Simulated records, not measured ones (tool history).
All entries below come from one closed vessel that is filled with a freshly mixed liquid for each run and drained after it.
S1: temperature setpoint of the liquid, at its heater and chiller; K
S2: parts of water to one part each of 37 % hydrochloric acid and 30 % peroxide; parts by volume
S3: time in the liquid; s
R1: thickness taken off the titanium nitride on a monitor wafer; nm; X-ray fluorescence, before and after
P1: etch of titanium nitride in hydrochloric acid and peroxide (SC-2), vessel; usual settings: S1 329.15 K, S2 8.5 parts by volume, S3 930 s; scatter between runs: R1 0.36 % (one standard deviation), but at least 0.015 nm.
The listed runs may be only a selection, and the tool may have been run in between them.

run 1 hour=11.3 | S1=329.15 S2=8.5 S3=930 | R1=26.81000
run 2 hour=24.0 | S1=339.15 S2=4.0 S3=930 | R1=87.50800
run 3 hour=38.0 | S1=329.15 S2=4.0 S3=930 | R1=46.92000
run 4 hour=52.2 | S1=319.65 S2=8.5 S3=930 | R1=14.32200
run 5 hour=59.6 | S1=329.15 S2=8.5 S3=930 | R1=26.75800
run 6 hour=75.2 | S1=329.15 S2=8.5 S3=930 | R1=26.65100
run 7 hour=82.8 | S1=339.65 S2=8.5 S3=930 | R1=51.47200
run 8 hour=90.7 | S1=329.15 S2=13.5 S3=930 | R1=17.99500
run 9 hour=98.3 | S1=329.15 S2=8.5 S3=30 | R1=0.88129
run 10 hour=110.4 | S1=329.15 S2=8.5 S3=930 | R1=26.64400
run 11 hour=123.3 | S1=329.15 S2=8.5 S3=930 | R1=26.70100
run 12 hour=133.8 | S1=341.65 S2=4.0 S3=930 | R1=101.82000
run 13 hour=143.9 | S1=329.15 S2=8.5 S3=930 | R1=26.68600
run 14 hour=156.4 | S1=329.15 S2=8.5 S3=1385 | R1=39.55100
run 15 hour=169.2 | S1=313.65 S2=6.0 S3=930 | R1=12.30200
run 16 hour=179.2 | S1=329.15 S2=8.5 S3=930 | R1=26.79000
run 17 hour=194.2 | S1=329.15 S2=8.5 S3=930 | R1=26.82100
run 18 hour=201.9 | S1=329.15 S2=8.5 S3=930 | R1=26.00400
run 19 hour=215.4 | S1=329.15 S2=8.5 S3=930 | R1=25.23600
run 20 hour=230.8 | S1=329.15 S2=8.5 S3=930 | R1=24.80600
-- hour=236.1 new drum of peroxide connected
run 21 hour=243.2 | S1=329.15 S2=8.5 S3=930 | R1=24.53300
run 22 hour=255.3 | S1=329.15 S2=8.5 S3=930 | R1=24.38700
run 23 hour=267.8 | S1=329.15 S2=8.5 S3=930 | R1=24.32700
run 24 hour=277.2 | S1=329.15 S2=8.5 S3=930 | R1=24.35200

Run 25 is up next; what results do you expect?
run 25 hour=285.1 | S1=329.15 S2=8.5 S3=930 | R1=?

R1: 24.32400 nm

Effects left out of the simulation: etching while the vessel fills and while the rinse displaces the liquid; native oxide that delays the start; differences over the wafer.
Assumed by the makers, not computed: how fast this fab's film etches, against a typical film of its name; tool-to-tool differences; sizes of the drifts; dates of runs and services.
